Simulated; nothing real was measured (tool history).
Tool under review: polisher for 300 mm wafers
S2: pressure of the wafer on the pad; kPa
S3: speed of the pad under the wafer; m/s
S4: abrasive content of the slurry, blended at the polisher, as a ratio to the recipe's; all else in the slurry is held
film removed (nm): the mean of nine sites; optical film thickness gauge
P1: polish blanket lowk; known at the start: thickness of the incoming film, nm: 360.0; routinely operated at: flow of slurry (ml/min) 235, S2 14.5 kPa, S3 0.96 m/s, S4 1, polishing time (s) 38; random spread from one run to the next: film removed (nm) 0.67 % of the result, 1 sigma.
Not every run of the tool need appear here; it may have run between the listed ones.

{"run": 1, "day": 0.217, "flow of slurry (ml/min)": 235, "S2": 14.5, "S3": 0.96, "S4": 1, "polishing time (s)": 38, "film removed (nm)": 18.533}
{"run": 2, "day": 0.483, "flow of slurry (ml/min)": 235, "S2": 14.5, "S3": 0.96, "S4": 1.35, "polishing time (s)": 57, "film removed (nm)": 31.357}
{"run": 3, "day": 0.779, "flow of slurry (ml/min)": 360, "S2": 14.5, "S3": 0.96, "S4": 1, "polishing time (s)": 38, "film removed (nm)": 19.25}
{"run": 4, "day": 0.942, "flow of slurry (ml/min)": 235, "S2": 14.5, "S3": 0.96, "S4": 1, "polishing time (s)": 38, "film removed (nm)": 18.578}
{"run": 5, "day": 1.092, "flow of slurry (ml/min)": 235, "S2": 14.5, "S3": 0.64, "S4": 1, "polishing time (s)": 38, "film removed (nm)": 13.325}
{"run": 6, "day": 1.371, "flow of slurry (ml/min)": 235, "S2": 14.5, "S3": 0.96, "S4": 1, "polishing time (s)": 52, "film removed (nm)": 25.635}
{"run": 7, "day": 1.546, "flow of slurry (ml/min)": 235, "S2": 14.5, "S3": 0.96, "S4": 1, "polishing time (s)": 38, "film removed (nm)": 18.657}
{"run": 8, "day": 1.846, "flow of slurry (ml/min)": 235, "S2": 14.5, "S3": 0.96, "S4": 1.5, "polishing time (s)": 38, "film removed (nm)": 21.602}
{"run": 9, "day": 2.008, "flow of slurry (ml/min)": 235, "S2": 14.5, "S3": 1.4, "S4": 1, "polishing time (s)": 38, "film removed (nm)": 25.088}
{"run": 10, "day": 2.246, "flow of slurry (ml/min)": 235, "S2": 14.5, "S3": 0.96, "S4": 1, "polishing time (s)": 38, "film removed (nm)": 18.533}
{"run": 11, "day": 2.525, "flow of slurry (ml/min)": 165, "S2": 14.5, "S3": 0.46, "S4": 1, "polishing time (s)": 38, "film removed (nm)": 9.8404}
{"run": 12, "day": 2.675, "flow of slurry (ml/min)": 235, "S2": 14.5, "S3": 0.96, "S4": 1, "polishing time (s)": 38, "film removed (nm)": 18.576}
{"run": 13, "day": 2.908, "flow of slurry (ml/min)": 235, "S2": 7.6, "S3": 0.96, "S4": 1, "polishing time (s)": 38, "film removed (nm)": 9.759}
{"run": 14, "day": 3.129, "flow of slurry (ml/min)": 145, "S2": 14.5, "S3": 0.96, "S4": 1, "polishing time (s)": 38, "film removed (nm)": 17.256}
{"run": 15, "day": 3.308, "flow of slurry (ml/min)": 235, "S2": 14.5, "S3": 0.96, "S4": 0.5, "polishing time (s)": 38, "film removed (nm)": 12.841}
{"run": 16, "day": 3.5, "flow of slurry (ml/min)": 325, "S2": 14.5, "S3": 0.96, "S4": 1, "polishing time (s)": 23, "film removed (nm)": 11.502}

What will run 17 give?
{"run": 17, "day": 3.733, "flow of slurry (ml/min)": 235, "S2": 14.5, "S3": 0.96, "S4": 1, "polishing time (s)": 38, "film removed (nm)": "?"}

{"run 17": {"film removed (nm)": 18.548}}

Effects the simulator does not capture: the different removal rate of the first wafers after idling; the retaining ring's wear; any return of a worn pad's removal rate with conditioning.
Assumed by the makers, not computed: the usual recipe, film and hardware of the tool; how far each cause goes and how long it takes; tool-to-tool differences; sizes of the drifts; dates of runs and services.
